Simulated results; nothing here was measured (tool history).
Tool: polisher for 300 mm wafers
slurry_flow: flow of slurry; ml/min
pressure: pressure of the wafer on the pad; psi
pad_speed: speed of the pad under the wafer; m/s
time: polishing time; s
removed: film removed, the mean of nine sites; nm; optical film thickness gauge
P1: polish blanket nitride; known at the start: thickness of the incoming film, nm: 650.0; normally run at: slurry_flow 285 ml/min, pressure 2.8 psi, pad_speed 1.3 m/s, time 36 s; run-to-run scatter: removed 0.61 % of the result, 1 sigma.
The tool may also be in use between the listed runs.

| run | hour | slurry_flow | pressure | pad_speed | time | wafers polished on this pad | hours since the slurry nozzle was cleaned | hours since the head pressure was calibrated | removed |
|---|---|---|---|---|---|---|---|---|---|
| 1 | 3.5 | 285 | 2.8 | 1.3 | 36 | 441 | 29 | 307.6 | 58.253 |
| 2 | 8.2 | 285 | 1.5 | 1.3 | 36 | 501 | 33.7 | 312.3 | 30.966 |
| 3 | 12.1 | 285 | 2.8 | 1.3 | 36 | 551 | 37.6 | 316.2 | 58.429 |
| 4 | 16 | 285 | 2.8 | 1.3 | 36 | 602 | 41.5 | 320.1 | 58.263 |
| 5 | 21.2 | 285 | 2.8 | 0.96 | 36 | 668 | 46.7 | 325.3 | 45.75 |
| 6 | 26.8 | 285 | 2.8 | 1.64 | 36 | 740 | 52.3 | 330.9 | 70.642 |
| 7 | 30.3 | 285 | 2.8 | 1.3 | 16 | 785 | 55.8 | 334.4 | 26.134 |
| 8 | 35.3 | 285 | 2.8 | 1.3 | 53 | 850 | 60.8 | 339.4 | 86.522 |
| 9 | 40.1 | 375 | 2.8 | 1.3 | 36 | 911 | 65.6 | 344.2 | 60.125 |
| 10 | 44.2 | 285 | 1.9 | 0.82 | 36 | 964 | 69.7 | 348.3 | 27.613 |
| 11 | 48.9 | 285 | 2.8 | 1.3 | 36 | 1024 | 74.4 | 353 | 58.94 |
| 12 | 52.1 | 285 | 2.8 | 1.88 | 52 | 1066 | 77.6 | 356.2 | 112.33 |
| 13 | 56.9 | 285 | 4.4 | 1.3 | 36 | 1127 | 82.4 | 361 | 91.419 |
| 14 | 60.6 | 170 | 2.8 | 1.3 | 36 | 1175 | 86.1 | 364.7 | 54.495 |
| 15 | 64.6 | 285 | 2.8 | 1.3 | 36 | 1226 | 90.1 | 368.7 | 57.599 |
| 16 | 69.9 | 285 | 2.8 | 1.3 | 36 | 1294 | 95.4 | 374 | 57.114 |
| 17 | 75.9 | 285 | 2.8 | 1.3 | 36 | 1371 | 101.4 | 380 | 55.695 |
| 18 | 79.6 | 285 | 2.8 | 1.3 | 36 | 1419 | 105.1 | 383.7 | 55.463 |
|  | 80.4 | worn pad replaced by a new one |
| 19 | 85.2 | 285 | 2.8 | 1.3 | 36 | 62 | 110.7 | 389.3 | 55.85 |
| 20 | 90.4 | 285 | 2.8 | 1.3 | 36 | 129 | 115.9 | 394.5 | 55.744 |
| 21 | 93.1 | 285 | 2.8 | 1.3 | 36 | 164 | 118.6 | 397.2 | 56.344 |

What P1 gives has crept away from where it was. These 2 causes fit the log equally well, each at the size given:
A: head's pressure below its setpoint, % = 4.17
B: slurry flow missing at the pad, % = 31.3
The creep began at about hour 64.6.
Why every other cause is out:
removal rate lost through wear of the pad, %: serviced at hour 80.4, which brought nothing back

4 check runs are offered, each on 3 wafers whose results are averaged, their results left as question marks. Which one tells the causes apart?
| check 1 | 95.8 | 285 | 4.2 | 1.3 | 36 |  |  |  | ? |
| check 2 | 95.8 | 285 | 3.4 | 1.3 | 16 |  |  |  | ? |
| check 3 | 95.8 | 170 | 2.8 | 1.3 | 18 |  |  |  | ? |
| check 4 | 95.8 | 285 | 4.4 | 1.3 | 36 |  |  |  | ? |

What each check would give under each cause:
| check | result | if A | if B |
|---|---|---|---|
| check 1 | removed | 83.77 | 83.775 |
| check 2 | removed | 30.14 | 30.141 |
| check 3 | removed | 26.222 | 25.541 |
| check 4 | removed | 87.759 | 87.764 |
How far apart the two closest causes lie, in the result that separates them most: check 1 0.01 %; check 2 0.01 %; check 3 2.63 %; check 4 0.01 %
Check 3 tells the causes apart: in the others they would give nearly the same result.

Then check 3 was run and gave: removed 26.197 nm. Which cause is it?

It is A: head's pressure below its setpoint, %.
